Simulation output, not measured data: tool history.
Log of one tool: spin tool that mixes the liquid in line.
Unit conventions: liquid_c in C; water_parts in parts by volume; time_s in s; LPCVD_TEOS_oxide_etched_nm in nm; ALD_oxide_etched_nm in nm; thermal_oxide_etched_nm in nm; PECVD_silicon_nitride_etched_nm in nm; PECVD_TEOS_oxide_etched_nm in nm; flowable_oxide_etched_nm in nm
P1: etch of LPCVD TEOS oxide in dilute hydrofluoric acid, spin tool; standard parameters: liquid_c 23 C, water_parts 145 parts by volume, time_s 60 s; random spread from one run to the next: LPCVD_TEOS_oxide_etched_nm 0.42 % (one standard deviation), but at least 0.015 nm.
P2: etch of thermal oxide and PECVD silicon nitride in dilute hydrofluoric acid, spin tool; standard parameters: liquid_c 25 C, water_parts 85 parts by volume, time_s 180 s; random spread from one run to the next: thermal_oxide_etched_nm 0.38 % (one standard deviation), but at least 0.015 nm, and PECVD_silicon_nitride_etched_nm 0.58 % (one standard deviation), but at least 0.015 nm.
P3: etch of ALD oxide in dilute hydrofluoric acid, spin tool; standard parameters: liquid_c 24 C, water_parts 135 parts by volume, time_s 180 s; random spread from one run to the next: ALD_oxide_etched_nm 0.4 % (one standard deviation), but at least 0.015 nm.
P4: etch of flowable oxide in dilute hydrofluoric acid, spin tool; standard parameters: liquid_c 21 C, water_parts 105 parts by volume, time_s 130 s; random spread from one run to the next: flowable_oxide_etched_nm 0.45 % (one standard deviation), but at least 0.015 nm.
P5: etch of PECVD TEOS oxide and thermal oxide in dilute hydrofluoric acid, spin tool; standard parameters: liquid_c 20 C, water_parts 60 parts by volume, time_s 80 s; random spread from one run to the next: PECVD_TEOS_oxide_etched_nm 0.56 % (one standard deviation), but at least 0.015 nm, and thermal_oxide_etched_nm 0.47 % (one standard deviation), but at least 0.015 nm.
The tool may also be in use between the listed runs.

run,hour,process,liquid_c,water_parts,time_s,hours since the thermometer was replaced,hours since the hydrofluoric acid flow meter was replaced,LPCVD_TEOS_oxide_etched_nm,ALD_oxide_etched_nm,thermal_oxide_etched_nm,PECVD_silicon_nitride_etched_nm,PECVD_TEOS_oxide_etched_nm,flowable_oxide_etched_nm
1,8.3,P1,23,145,60,914.1,753.4,19.346,,,,,
2,20.4,P3,24,135,310,926.2,765.5,,23.911,,,,
3,33.3,P1,27,195,60,939.1,778.4,15.922,,,,,
4,44.8,P1,23,145,110,950.6,789.9,35.727,,,,,
5,61.5,P1,23,220,60,967.3,806.6,11.811,,,,,
6,71.3,P2,25,85,180,977.1,816.4,,,10.616,3.9106,,
7,80.2,P5,20,110,80,986,825.3,,,2.8497,,10.567,
8,91.9,P1,23,145,20,997.7,837,6.4883,,,,,
9,100.4,P3,24,135,180,1006.2,845.5,,13.938,,,,
10,113.9,P2,25,85,295,1019.7,859,,,17.391,6.3515,,
11,126.7,P1,31.5,145,60,1032.5,871.8,26.796,,,,,
# hour 134.9: hydrofluoric acid flow meter replaced
12,141.8,P1,29,145,30,1047.6,6.9,12.23,,,,,
13,158.8,P4,21,105,50,1064.6,23.9,,,,,,8.8704
14,167.8,P1,28,250,60,1073.6,32.9,11.947,,,,,
15,185.3,P5,20,60,80,1091.1,50.4,,,5.5119,,20.417,
16,193.8,P2,25,85,180,1099.6,58.9,,,10.609,3.9278,,
17,208.5,P4,21,105,130,1114.3,73.6,,,,,,23.08
18,221,P1,23,145,60,1126.8,86.1,19.402,,,,,
19,236.1,P1,23,145,60,1141.9,101.2,19.482,,,,,
20,249.2,P1,23,145,60,1155,114.3,19.502,,,,,
21,257,P1,23,145,60,1162.8,122.1,19.49,,,,,
22,268.2,P2,25,120,180,1174,133.3,,,7.1823,2.7968,,
23,282,P5,28.5,60,80,1187.8,147.1,,,7.7624,,29.128,
24,293.9,P4,25,105,130,1199.7,159,,,,,,27.121
25,304.9,P3,24,135,180,1210.7,170,,13.91,,,,
26,318.4,P5,20,60,155,1224.2,183.5,,,10.68,,39.604,
27,330,P2,17.5,85,180,1235.8,195.1,,,7.7722,2.4098,,
28,343.9,P1,23,65,60,1249.7,209,47.811,,,,,
29,360.7,P1,17.5,145,60,1266.5,225.8,15.599,,,,,
30,375.5,P4,21,40,130,1281.3,240.6,,,,,,65.668
31,389.5,P3,29.5,135,180,1295.3,254.6,,17.151,,,,
32,398.4,P3,24,60,180,1304.2,263.5,,34.11,,,,
33,414,P5,20,60,80,1319.8,279.1,,,5.525,,20.289,
34,426.9,P1,23,145,60,1332.7,292,19.428,,,,,
35,437.6,P1,23,145,60,1343.4,302.7,20.065,,,,,
36,448.6,P1,23,145,60,1354.4,313.7,20.214,,,,,
37,457.7,P1,23,145,60,1363.5,322.8,20.523,,,,,
38,468.1,P1,23,145,60,1373.9,333.2,20.566,,,,,
39,478.8,P1,23,145,60,1384.6,343.9,20.482,,,,,
40,490.1,P1,23,145,60,1395.9,355.2,20.682,,,,,
41,505.7,P1,23,145,60,1411.5,370.8,20.864,,,,,
42,522.1,P1,23,145,60,1427.9,387.2,20.901,,,,,
43,534.5,P1,23,145,60,1440.3,399.6,20.982,,,,,
44,544.6,P1,23,145,60,1450.4,409.7,20.891,,,,,

Compared with where it was, what P1 gives has crept away. Each cause listed below fits the log as well as the rest, at the size given for it:
A: liquid hotter than its thermometer reads (K) = 1.9
B: hydrofluoric acid flow above the setpoint (%) = 6.47
At approximately hour 426.9, the process output began to creep.

Which of the 4 check runs listed below separates the causes, so that each cause would produce a clearly different result? Each run uses one wafer, and its results are marked with question marks.
check 1,554.7,P5,20,60,80,,,,,?,,?,
check 2,554.7,P4,21,105,130,,,,,,,,?
check 3,554.7,P2,25,85,180,,,,,?,?,,
check 4,554.7,P3,24,135,180,,,,?,,,,

If the cause were each of the candidates in turn, the checks would give the following:
check,result,if A,if B
check 1,thermal_oxide_etched_nm,5.9526,5.8791
check 1,PECVD_TEOS_oxide_etched_nm,22.074,21.802
check 2,flowable_oxide_etched_nm,25.014,24.853
check 3,thermal_oxide_etched_nm,11.402,11.34
check 3,PECVD_silicon_nitride_etched_nm,4.4359,4.1687
check 4,ALD_oxide_etched_nm,14.908,14.901
Smallest distance between any two causes, each pair judged by its most separating result, in per cent: check 1 1.24 %; check 2 0.65 %; check 3 6.21 %; check 4 0.04 %
Only check 3 tells the causes apart: in the others they would give nearly the same result.

Running check 3 produced the following: thermal_oxide_etched_nm 11.394 nm; PECVD_silicon_nitride_etched_nm 4.4132 nm. Which one of the listed causes fits?

The correct cause is A, namely: liquid hotter than its thermometer reads (K).
